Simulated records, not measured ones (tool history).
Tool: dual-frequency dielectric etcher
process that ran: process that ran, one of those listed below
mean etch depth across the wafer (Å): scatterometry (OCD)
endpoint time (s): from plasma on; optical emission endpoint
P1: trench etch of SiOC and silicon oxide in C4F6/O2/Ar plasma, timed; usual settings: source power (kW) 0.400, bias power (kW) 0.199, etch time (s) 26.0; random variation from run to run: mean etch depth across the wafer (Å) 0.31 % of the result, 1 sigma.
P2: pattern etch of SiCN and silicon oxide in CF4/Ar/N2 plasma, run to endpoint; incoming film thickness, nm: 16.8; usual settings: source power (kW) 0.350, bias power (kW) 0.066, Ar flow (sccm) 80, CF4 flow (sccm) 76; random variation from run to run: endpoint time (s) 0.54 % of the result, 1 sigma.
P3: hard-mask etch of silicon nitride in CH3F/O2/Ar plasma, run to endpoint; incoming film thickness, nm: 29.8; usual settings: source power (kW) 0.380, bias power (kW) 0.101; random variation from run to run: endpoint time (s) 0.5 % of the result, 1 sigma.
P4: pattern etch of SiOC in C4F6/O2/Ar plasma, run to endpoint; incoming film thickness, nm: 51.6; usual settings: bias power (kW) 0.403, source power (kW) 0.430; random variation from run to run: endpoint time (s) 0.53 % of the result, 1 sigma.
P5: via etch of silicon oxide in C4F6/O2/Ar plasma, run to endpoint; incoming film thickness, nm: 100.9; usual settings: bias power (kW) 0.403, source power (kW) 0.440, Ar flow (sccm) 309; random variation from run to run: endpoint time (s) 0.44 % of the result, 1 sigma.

run,hour,process that ran,source power (kW),bias power (kW),etch time (s),Ar flow (sccm),CF4 flow (sccm),hours since the last wet clean,hours since the last source power generator calibration,hours since the last bias power generator calibration,mean etch depth across the wafer (Å),endpoint time (s)
1,14.6,P1,0.400,0.199,26.0,,,306.8,312.6,504.5,527.53,
2,28.1,P2,0.350,0.066,,102,76,320.3,326.1,518.0,,25.152
3,39.9,P1,0.400,0.199,26.0,,,332.1,337.9,529.8,528.09,
4,48.1,P5,0.440,0.403,,208,,340.3,346.1,538.0,,22.179
5,64.5,P5,0.440,0.242,,309,,356.7,362.5,554.4,,27.415
6,72.4,P1,0.470,0.166,26.0,,,364.6,370.4,562.3,529.95,
7,83.6,P4,0.430,0.403,,,,375.8,381.6,573.5,,18.056
8,98.4,P2,0.350,0.080,,80,76,390.6,396.4,588.3,,22.518
9,110.8,P1,0.400,0.199,26.0,,,403.0,408.8,600.7,526.48,
10,119.7,P5,0.440,0.403,,309,,411.9,417.7,609.6,,23.232
11,135.2,P1,0.540,0.199,26.0,,,427.4,433.2,625.1,586.93,
12,148.0,P2,0.350,0.066,,80,76,440.2,446.0,637.9,,24.097
13,155.4,P4,0.430,0.517,,,,447.6,453.4,645.3,,16.649
14,164.8,P1,0.400,0.139,26.0,,,457.0,462.8,654.7,469.05,
15,180.2,P1,0.400,0.199,17.5,,,472.4,478.2,670.1,352.48,
16,194.3,P1,0.400,0.264,26.0,,,486.5,492.3,684.2,574.65,
17,203.3,P5,0.440,0.403,,309,,495.5,501.3,693.2,,23.231
18,211.9,P1,0.400,0.125,14.5,,,504.1,509.9,701.8,254.33,
19,224.8,P2,0.250,0.066,,80,76,517.0,522.8,714.7,,33.013
20,236.4,P3,0.380,0.101,,,,528.6,534.4,726.3,,39.167
21,244.4,P1,0.290,0.199,26.0,,,536.6,542.4,734.3,464.11,
# hour 255.5: bias power generator calibrated
22,257.3,P3,0.220,0.101,,,,549.5,555.3,1.9,,47.614
23,268.7,P3,0.380,0.132,,,,560.9,566.7,13.3,,35.043
24,280.3,P1,0.400,0.199,26.0,,,572.5,578.3,24.9,524.21,
25,291.3,P4,0.430,0.403,,,,583.5,589.3,35.9,,18.329
26,306.7,P4,0.260,0.403,,,,598.9,604.7,51.3,,21.962
27,315.7,P2,0.350,0.066,,80,105,607.9,613.7,60.3,,23.189
28,323.4,P1,0.400,0.156,17.5,,,615.6,621.4,68.0,328.61,
29,330.8,P1,0.400,0.199,26.0,,,623.0,628.8,75.4,524.36,
30,339.9,P1,0.400,0.199,26.0,,,632.1,637.9,84.5,527.48,
31,349.3,P1,0.400,0.199,39.0,,,641.5,647.3,93.9,783.07,
32,364.7,P5,0.590,0.403,,309,,656.9,662.7,109.3,,20.897
33,379.1,P2,0.350,0.066,,80,76,671.3,677.1,123.7,,24.082
34,386.5,P1,0.400,0.199,26.0,,,678.7,684.5,131.1,528.36,
35,397.6,P1,0.400,0.199,26.0,,,689.8,695.6,142.2,521.15,
36,410.6,P1,0.400,0.199,26.0,,,702.8,708.6,155.2,520.87,
37,427.4,P1,0.400,0.199,26.0,,,719.6,725.4,172.0,520.37,
38,436.7,P1,0.400,0.199,26.0,,,728.9,734.7,181.3,516.95,
39,446.0,P1,0.400,0.199,26.0,,,738.2,744.0,190.6,517.65,
40,459.5,P1,0.400,0.199,26.0,,,751.7,757.5,204.1,518.87,
41,472.0,P1,0.400,0.199,26.0,,,764.2,770.0,216.6,516.74,
# hour 472.3: wet clean of the chamber
42,488.5,P1,0.400,0.199,26.0,,,16.3,786.5,233.1,516.69,
43,498.3,P1,0.400,0.199,26.0,,,26.1,796.3,242.9,514.73,
44,511.6,P1,0.400,0.199,26.0,,,39.4,809.6,256.2,516.25,

What P1 gives has crept away from where it was. These 2 causes fit the log equally well, each at the size given:
A: bias power that arrives under what is set, % = 4.78
B: source power that arrives under what is set, % = 3.99
The creep began at about hour 386.5.
Why every other cause is out:
chamber walls in a state that lowers the etch rate, %: serviced at hour 472.3, which brought nothing back

4 check runs are offered, each on 5 wafers whose results are averaged, their results left as question marks. Which one tells the causes apart?
check 1,524.9,P2,0.350,0.066,,80,103,,,,,?
check 2,524.9,P3,0.280,0.125,,,,,,,,?
check 3,524.9,P4,0.430,0.509,,,,,,,,?
check 4,524.9,P5,0.530,0.403,,309,,,,,,?

What each check would give under each cause:
check,result,if A,if B
check 1,endpoint time (s),23.602,24.107
check 2,endpoint time (s),40.953,40.785
check 3,endpoint time (s),17.003,16.949
check 4,endpoint time (s),22.089,22.041
How far apart the two closest causes lie, in the result that separates them most: check 1 2.12 %; check 2 0.41 %; check 3 0.32 %; check 4 0.22 %
Only check 1 tells the causes apart: in the others they would give nearly the same result.

Check 1 was then run and gave: endpoint time (s) 23.726. Which cause is it?

It is A: bias power that arrives under what is set, %.
